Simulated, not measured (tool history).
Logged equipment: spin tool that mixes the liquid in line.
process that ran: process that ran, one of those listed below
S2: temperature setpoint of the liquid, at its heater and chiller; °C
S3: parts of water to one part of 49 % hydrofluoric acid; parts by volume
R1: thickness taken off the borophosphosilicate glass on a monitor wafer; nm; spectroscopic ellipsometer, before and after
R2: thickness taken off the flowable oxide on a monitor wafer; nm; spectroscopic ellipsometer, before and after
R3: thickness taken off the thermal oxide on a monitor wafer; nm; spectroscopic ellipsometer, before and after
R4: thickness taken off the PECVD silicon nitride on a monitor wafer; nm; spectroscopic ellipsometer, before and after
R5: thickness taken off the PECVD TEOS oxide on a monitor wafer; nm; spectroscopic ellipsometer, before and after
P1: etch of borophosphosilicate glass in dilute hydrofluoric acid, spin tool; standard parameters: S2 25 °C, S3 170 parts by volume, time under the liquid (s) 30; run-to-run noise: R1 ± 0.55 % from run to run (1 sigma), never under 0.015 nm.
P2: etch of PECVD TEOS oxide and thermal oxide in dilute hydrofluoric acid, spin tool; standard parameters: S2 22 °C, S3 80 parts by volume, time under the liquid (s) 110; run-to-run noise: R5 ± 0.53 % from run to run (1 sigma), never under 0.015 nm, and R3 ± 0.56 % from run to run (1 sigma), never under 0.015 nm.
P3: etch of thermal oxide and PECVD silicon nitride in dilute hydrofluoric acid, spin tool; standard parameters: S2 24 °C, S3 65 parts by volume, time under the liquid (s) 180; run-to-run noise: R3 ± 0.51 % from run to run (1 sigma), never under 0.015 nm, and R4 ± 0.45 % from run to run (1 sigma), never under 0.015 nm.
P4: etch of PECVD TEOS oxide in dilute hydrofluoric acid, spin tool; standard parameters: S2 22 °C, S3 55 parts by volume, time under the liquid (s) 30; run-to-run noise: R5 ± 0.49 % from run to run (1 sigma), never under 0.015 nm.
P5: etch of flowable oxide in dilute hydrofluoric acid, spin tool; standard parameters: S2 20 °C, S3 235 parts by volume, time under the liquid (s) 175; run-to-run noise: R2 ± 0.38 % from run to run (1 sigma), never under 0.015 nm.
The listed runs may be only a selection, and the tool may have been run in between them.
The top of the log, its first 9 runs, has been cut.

run 10 hour=75.3 | process_that_ran=P4 S2=22 S3=55 time_under_the_liquid_(s)=30 | R5=15.448
run 11 hour=81 | process_that_ran=P2 S2=22 S3=80 time_under_the_liquid_(s)=175 | R3=9.5834 R5=47.223
run 12 hour=91.9 | process_that_ran=P4 S2=22 S3=80 time_under_the_liquid_(s)=30 | R5=10.22
run 13 hour=98.9 | process_that_ran=P1 S2=25 S3=170 time_under_the_liquid_(s)=60 | R1=19.258
run 14 hour=109.4 | process_that_ran=P1 S2=17.5 S3=170 time_under_the_liquid_(s)=30 | R1=7.2314
run 15 hour=117.1 | process_that_ran=P1 S2=25 S3=170 time_under_the_liquid_(s)=30 | R1=9.6195
run 16 hour=124.6 | process_that_ran=P3 S2=24 S3=65 time_under_the_liquid_(s)=180 | R3=12.241 R4=11.511
run 17 hour=131.4 | process_that_ran=P1 S2=25 S3=170 time_under_the_liquid_(s)=30 | R1=9.6484
run 18 hour=142.3 | process_that_ran=P3 S2=24 S3=65 time_under_the_liquid_(s)=265 | R3=17.949 R4=17.026
run 19 hour=152.4 | process_that_ran=P1 S2=25 S3=170 time_under_the_liquid_(s)=30 | R1=9.5943
run 20 hour=160 | process_that_ran=P5 S2=20 S3=235 time_under_the_liquid_(s)=175 | R2=18.702
run 21 hour=170.6 | process_that_ran=P2 S2=30 S3=80 time_under_the_liquid_(s)=110 | R3=8.3386 R5=40.777
run 22 hour=175.9 | process_that_ran=P1 S2=25 S3=170 time_under_the_liquid_(s)=30 | R1=9.7125
run 23 hour=185.3 | process_that_ran=P1 S2=25 S3=170 time_under_the_liquid_(s)=30 | R1=9.6638
run 24 hour=190.4 | process_that_ran=P3 S2=32 S3=65 time_under_the_liquid_(s)=180 | R3=16.683 R4=19.264
run 25 hour=195.6 | process_that_ran=P1 S2=30.5 S3=170 time_under_the_liquid_(s)=30 | R1=11.689
run 26 hour=202.6 | process_that_ran=P5 S2=20 S3=235 time_under_the_liquid_(s)=325 | R2=34.504
run 27 hour=212.6 | process_that_ran=P2 S2=22 S3=25 time_under_the_liquid_(s)=110 | R3=21.006 R5=101.46
run 28 hour=222 | process_that_ran=P4 S2=22 S3=55 time_under_the_liquid_(s)=60 | R5=30.588
run 29 hour=231.6 | process_that_ran=P1 S2=25 S3=170 time_under_the_liquid_(s)=15 | R1=4.7681

Estimate the outcome of run 30 from the log above:
run 30 hour=239.5 | process_that_ran=P1 S2=25 S3=300 time_under_the_liquid_(s)=45 | R1=?

Logged for run 30: R1 7.14 nm.

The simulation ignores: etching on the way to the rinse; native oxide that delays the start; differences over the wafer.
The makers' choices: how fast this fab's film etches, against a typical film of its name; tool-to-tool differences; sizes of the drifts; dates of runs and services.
